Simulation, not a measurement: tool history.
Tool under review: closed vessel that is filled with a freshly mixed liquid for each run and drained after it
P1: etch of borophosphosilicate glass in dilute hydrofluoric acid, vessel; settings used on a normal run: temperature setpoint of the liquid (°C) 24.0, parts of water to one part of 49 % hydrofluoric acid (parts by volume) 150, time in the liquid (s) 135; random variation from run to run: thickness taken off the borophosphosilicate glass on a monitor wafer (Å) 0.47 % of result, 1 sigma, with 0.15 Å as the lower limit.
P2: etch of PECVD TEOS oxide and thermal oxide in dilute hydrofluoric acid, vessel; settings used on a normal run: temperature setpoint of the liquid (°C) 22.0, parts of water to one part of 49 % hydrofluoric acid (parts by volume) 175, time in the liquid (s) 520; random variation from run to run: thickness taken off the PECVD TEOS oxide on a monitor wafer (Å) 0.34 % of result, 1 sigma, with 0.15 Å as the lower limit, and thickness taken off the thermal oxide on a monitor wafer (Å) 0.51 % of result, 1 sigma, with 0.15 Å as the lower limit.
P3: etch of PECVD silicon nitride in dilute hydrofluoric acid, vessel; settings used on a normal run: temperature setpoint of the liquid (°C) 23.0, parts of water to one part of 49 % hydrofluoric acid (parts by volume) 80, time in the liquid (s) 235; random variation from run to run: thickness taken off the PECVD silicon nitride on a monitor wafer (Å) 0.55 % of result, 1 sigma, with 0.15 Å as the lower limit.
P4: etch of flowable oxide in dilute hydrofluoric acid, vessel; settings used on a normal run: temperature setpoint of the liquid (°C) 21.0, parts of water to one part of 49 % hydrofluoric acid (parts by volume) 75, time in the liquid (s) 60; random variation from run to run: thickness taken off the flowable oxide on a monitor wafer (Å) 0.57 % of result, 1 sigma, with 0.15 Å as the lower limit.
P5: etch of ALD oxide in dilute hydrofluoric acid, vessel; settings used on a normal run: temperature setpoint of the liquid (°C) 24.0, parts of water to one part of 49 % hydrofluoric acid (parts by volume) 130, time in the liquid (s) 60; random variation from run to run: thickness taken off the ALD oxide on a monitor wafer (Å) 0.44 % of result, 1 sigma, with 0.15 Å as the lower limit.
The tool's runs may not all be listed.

| run | day | process that ran | temperature setpoint of the liquid (°C) | parts of water to one part of 49 % hydrofluoric acid (parts by volume) | time in the liquid (s) | hours since the thermometer was replaced | hours since the hydrofluoric acid flow meter was replaced | thickness taken off the borophosphosilicate glass on a monitor wafer (Å) | thickness taken off the PECVD silicon nitride on a monitor wafer (Å) | thickness taken off the ALD oxide on a monitor wafer (Å) | thickness taken off the PECVD TEOS oxide on a monitor wafer (Å) | thickness taken off the thermal oxide on a monitor wafer (Å) | thickness taken off the flowable oxide on a monitor wafer (Å) |
|---|---|---|---|---|---|---|---|---|---|---|---|---|---|
| 1 | 0.438 | P1 | 24.0 | 150 | 135 | 816.2 | 468.9 | 263.27 |  |  |  |  |  |
| 2 | 0.833 | P1 | 19.0 | 150 | 135 | 825.7 | 478.4 | 215.95 |  |  |  |  |  |
| 3 | 1.458 | P1 | 17.0 | 265 | 135 | 840.7 | 493.4 | 101.01 |  |  |  |  |  |
| 4 | 2.100 | P3 | 23.0 | 80 | 235 | 856.1 | 508.8 |  | 78.320 |  |  |  |  |
| 5 | 2.617 | P5 | 24.0 | 200 | 60 | 868.5 | 521.2 |  |  | 81.034 |  |  |  |
| 6 | 3.112 | P2 | 22.0 | 175 | 520 | 880.4 | 533.1 |  |  |  | 425.03 | 116.930 |  |
| 7 | 3.604 | P5 | 32.0 | 130 | 60 | 892.2 | 544.9 |  |  | 183.460 |  |  |  |
| 8 | 4.242 | P2 | 17.0 | 175 | 520 | 907.5 | 560.2 |  |  |  | 348.60 | 94.855 |  |
| 9 | 4.821 | P2 | 22.0 | 175 | 225 | 921.4 | 574.1 |  |  |  | 183.43 | 49.950 |  |
| 10 | 5.438 | P1 | 24.0 | 150 | 200 | 936.2 | 588.9 | 386.56 |  |  |  |  |  |
| 11 | 5.883 | P1 | 24.0 | 150 | 135 | 946.9 | 599.6 | 260.41 |  |  |  |  |  |
| 12 | 6.271 | P1 | 30.0 | 150 | 135 | 956.2 | 608.9 | 324.52 |  |  |  |  |  |
| 13 | 6.700 | P4 | 17.0 | 75 | 60 | 966.5 | 619.2 |  |  |  |  |  | 349.02 |
| 14 | 7.096 | P5 | 24.0 | 130 | 60 | 976.0 | 628.7 |  |  | 135.300 |  |  |  |
| 15 | 7.533 | P4 | 21.0 | 75 | 60 | 986.5 | 639.2 |  |  |  |  |  | 412.62 |
| 16 | 8.150 | P1 | 24.0 | 150 | 135 | 1001.3 | 654.0 | 262.04 |  |  |  |  |  |
| 17 | 8.500 | P4 | 21.0 | 75 | 60 | 1009.7 | 662.4 |  |  |  |  |  | 417.99 |
| 18 | 8.962 | P2 | 22.0 | 175 | 520 | 1020.8 | 673.5 |  |  |  | 425.49 | 117.240 |  |
| 19 | 9.558 | P1 | 24.0 | 150 | 65 | 1035.1 | 687.8 | 125.00 |  |  |  |  |  |
| 20 | 10.212 | P1 | 24.0 | 95 | 135 | 1050.8 | 703.5 | 441.33 |  |  |  |  |  |
| 21 | 10.712 | P1 | 19.0 | 30 | 135 | 1062.8 | 715.5 | 1223.20 |  |  |  |  |  |
| 22 | 11.262 | P3 | 23.0 | 80 | 385 | 1076.0 | 728.7 |  | 129.510 |  |  |  |  |
| 23 | 11.746 | P4 | 21.0 | 75 | 35 | 1087.6 | 740.3 |  |  |  |  |  | 244.31 |
| 24 | 12.071 | P5 | 24.0 | 130 | 60 | 1095.4 | 748.1 |  |  | 136.570 |  |  |  |
| 25 | 12.621 | P2 | 22.0 | 300 | 520 | 1108.6 | 761.3 |  |  |  | 220.83 | 59.841 |  |
| 26 | 13.100 | P3 | 29.5 | 80 | 235 | 1120.1 | 772.8 |  | 121.440 |  |  |  |  |
| 27 | 13.646 | P5 | 24.0 | 130 | 100 | 1133.2 | 785.9 |  |  | 224.400 |  |  |  |
| 28 | 14.075 | P4 | 21.0 | 140 | 60 | 1143.5 | 796.2 |  |  |  |  |  | 206.63 |
| 29 | 14.604 | P3 | 23.0 | 45 | 235 | 1156.2 | 808.9 |  | 138.630 |  |  |  |  |
| 30 | 15.046 | P1 | 24.0 | 150 | 135 | 1166.8 | 819.5 | 261.63 |  |  |  |  |  |
| 31 | 15.496 | P3 | 23.0 | 80 | 235 | 1177.6 | 830.3 |  | 79.431 |  |  |  |  |
| 32 | 15.804 | P1 | 24.0 | 260 | 135 | 1185.0 | 837.7 | 134.28 |  |  |  |  |  |
| 33 | 16.396 | P1 | 24.0 | 150 | 135 | 1199.2 | 851.9 | 262.37 |  |  |  |  |  |
| 34 | 17.062 | P1 | 24.0 | 150 | 135 | 1215.2 | 867.9 | 253.78 |  |  |  |  |  |
| 35 | 17.350 | P1 | 24.0 | 150 | 135 | 1222.1 | 874.8 | 253.60 |  |  |  |  |  |
| 36 | 17.717 | P1 | 24.0 | 150 | 135 | 1230.9 | 883.6 | 250.92 |  |  |  |  |  |
| 37 | 18.146 | P1 | 24.0 | 150 | 135 | 1241.2 | 893.9 | 247.52 |  |  |  |  |  |
| 38 | 18.675 | P1 | 24.0 | 150 | 135 | 1253.9 | 906.6 | 246.69 |  |  |  |  |  |
| 39 | 19.167 | P1 | 24.0 | 150 | 135 | 1265.7 | 918.4 | 244.73 |  |  |  |  |  |
| 40 | 19.729 | P1 | 24.0 | 150 | 135 | 1279.2 | 931.9 | 247.31 |  |  |  |  |  |
| 41 | 20.225 | P1 | 24.0 | 150 | 135 | 1291.1 | 943.8 | 246.01 |  |  |  |  |  |
| 42 | 20.658 | P1 | 24.0 | 150 | 135 | 1301.5 | 954.2 | 243.56 |  |  |  |  |  |
| 43 | 21.262 | P1 | 24.0 | 150 | 135 | 1316.0 | 968.7 | 246.40 |  |  |  |  |  |

What P1 gives has crept away from where it was. These 2 causes fit the log equally well, each at the size given:
A: hydrofluoric acid flow below the setpoint (%) = 5.49
B: liquid colder than its thermometer reads (K) = 1.73
At approximately day 16.396, the process output began to creep.

4 check runs are offered, one wafer each, their results left as question marks. Which one tells the causes apart?
| check 1 | 21.867 | P5 | 24.0 | 130 | 60 |  |  |  |  | ? |  |  |  |
| check 2 | 21.867 | P2 | 22.0 | 175 | 520 |  |  |  |  |  | ? | ? |  |
| check 3 | 21.867 | P3 | 23.0 | 80 | 235 |  |  |  | ? |  |  |  |  |
| check 4 | 21.867 | P4 | 21.0 | 75 | 60 |  |  |  |  |  |  |  | ? |

What each check would give under each cause:
| check | result | if A | if B |
|---|---|---|---|
| check 1 | thickness taken off the ALD oxide on a monitor wafer (Å) | 126.880 | 126.580 |
| check 2 | thickness taken off the PECVD TEOS oxide on a monitor wafer (Å) | 397.75 | 397.82 |
| check 2 | thickness taken off the thermal oxide on a monitor wafer (Å) | 108.900 | 108.920 |
| check 3 | thickness taken off the PECVD silicon nitride on a monitor wafer (Å) | 74.875 | 70.430 |
| check 4 | thickness taken off the flowable oxide on a monitor wafer (Å) | 391.08 | 387.01 |
Separation of the two closest causes in each check, using whichever result separates them best: check 1 0.24 %; check 2 0.02 %; check 3 6.12 %; check 4 1.05 %
Check 3 tells the causes apart: in the others they would give nearly the same result.

After running check 3, the following was obtained: thickness taken off the PECVD silicon nitride on a monitor wafer (Å) 70.516. Which cause does this point to?

The cause is B: liquid colder than its thermometer reads (K).
